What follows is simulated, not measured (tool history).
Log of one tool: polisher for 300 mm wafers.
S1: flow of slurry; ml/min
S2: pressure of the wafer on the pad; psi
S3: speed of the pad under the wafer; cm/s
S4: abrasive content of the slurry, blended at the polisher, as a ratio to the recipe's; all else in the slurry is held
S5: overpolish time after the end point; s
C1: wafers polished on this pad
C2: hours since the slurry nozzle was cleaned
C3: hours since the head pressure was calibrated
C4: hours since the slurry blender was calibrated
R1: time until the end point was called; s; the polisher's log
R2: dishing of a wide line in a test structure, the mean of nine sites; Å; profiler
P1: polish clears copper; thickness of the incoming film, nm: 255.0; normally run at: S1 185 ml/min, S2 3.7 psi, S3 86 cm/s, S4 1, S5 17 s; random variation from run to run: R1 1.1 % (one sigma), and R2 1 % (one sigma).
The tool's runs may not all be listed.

| run | day | S1 | S2 | S3 | S4 | S5 | C1 | C2 | C3 | C4 | R1 | R2 |
|---|---|---|---|---|---|---|---|---|---|---|---|---|
| 1 | 0.525 | 185 | 3.7 | 86 | 1 | 17 | 411 | 234.1 | 110.3 | 89.8 | 75.854 | 368.66 |
| 2 | 1.125 | 185 | 2.6 | 86 | 1 | 17 | 589 | 248.5 | 124.7 | 104.2 | 109.66 | 272.02 |
| 3 | 1.533 | 185 | 3.7 | 86 | 1.45 | 27 | 710 | 258.3 | 134.5 | 114 | 70.752 | 548.34 |
| 4 | 2.212 | 290 | 4.8 | 86 | 1 | 17 | 912 | 274.6 | 150.8 | 130.3 | 55.721 | 473.06 |
|  | 2.533 | slurry nozzle cleaned |
| 5 | 2.904 | 185 | 3.7 | 86 | 1 | 17 | 1117 | 8.9 | 167.4 | 146.9 | 76.582 | 373.53 |
| 6 | 3.375 | 185 | 3.7 | 86 | 1 | 17 | 1257 | 20.2 | 178.7 | 158.2 | 76.775 | 372.88 |
| 7 | 4.171 | 185 | 3.7 | 86 | 1 | 9 | 1493 | 39.3 | 197.8 | 177.3 | 75.623 | 217.84 |
| 8 | 4.867 | 185 | 3.7 | 86 | 1 | 17 | 1699 | 56 | 214.5 | 194 | 75.701 | 364.09 |
| 9 | 5.554 | 185 | 3.7 | 86 | 1.35 | 17 | 1903 | 72.5 | 231 | 210.5 | 71.934 | 394.89 |
| 10 | 6.029 | 260 | 3.7 | 86 | 1 | 17 | 2044 | 83.9 | 242.4 | 221.9 | 74.13 | 385.09 |
| 11 | 6.55 | 185 | 3.7 | 38 | 1 | 17 | 2199 | 96.4 | 254.9 | 234.4 | 169.94 | 183.58 |
| 12 | 7.196 | 185 | 3.7 | 134 | 1 | 17 | 2390 | 111.9 | 270.4 | 249.9 | 48.719 | 525.09 |
| 13 | 7.642 | 185 | 3.7 | 86 | 1 | 17 | 2523 | 122.6 | 281.1 | 260.6 | 76.841 | 361.43 |
| 14 | 8.275 | 110 | 3.7 | 86 | 1 | 17 | 2711 | 137.8 | 296.3 | 275.8 | 84.358 | 338.71 |
| 15 | 8.633 | 185 | 3.7 | 86 | 1 | 30 | 2817 | 146.4 | 304.9 | 284.4 | 77.435 | 572.55 |

The next listed run, before its measurement:
| 16 | 9.279 | 185 | 3.7 | 86 | 1 | 17 | 3009 | 161.9 | 320.4 | 299.9 | ? | ? |

{"run 16": {"R1": 75.249, "R2": 376.19}}

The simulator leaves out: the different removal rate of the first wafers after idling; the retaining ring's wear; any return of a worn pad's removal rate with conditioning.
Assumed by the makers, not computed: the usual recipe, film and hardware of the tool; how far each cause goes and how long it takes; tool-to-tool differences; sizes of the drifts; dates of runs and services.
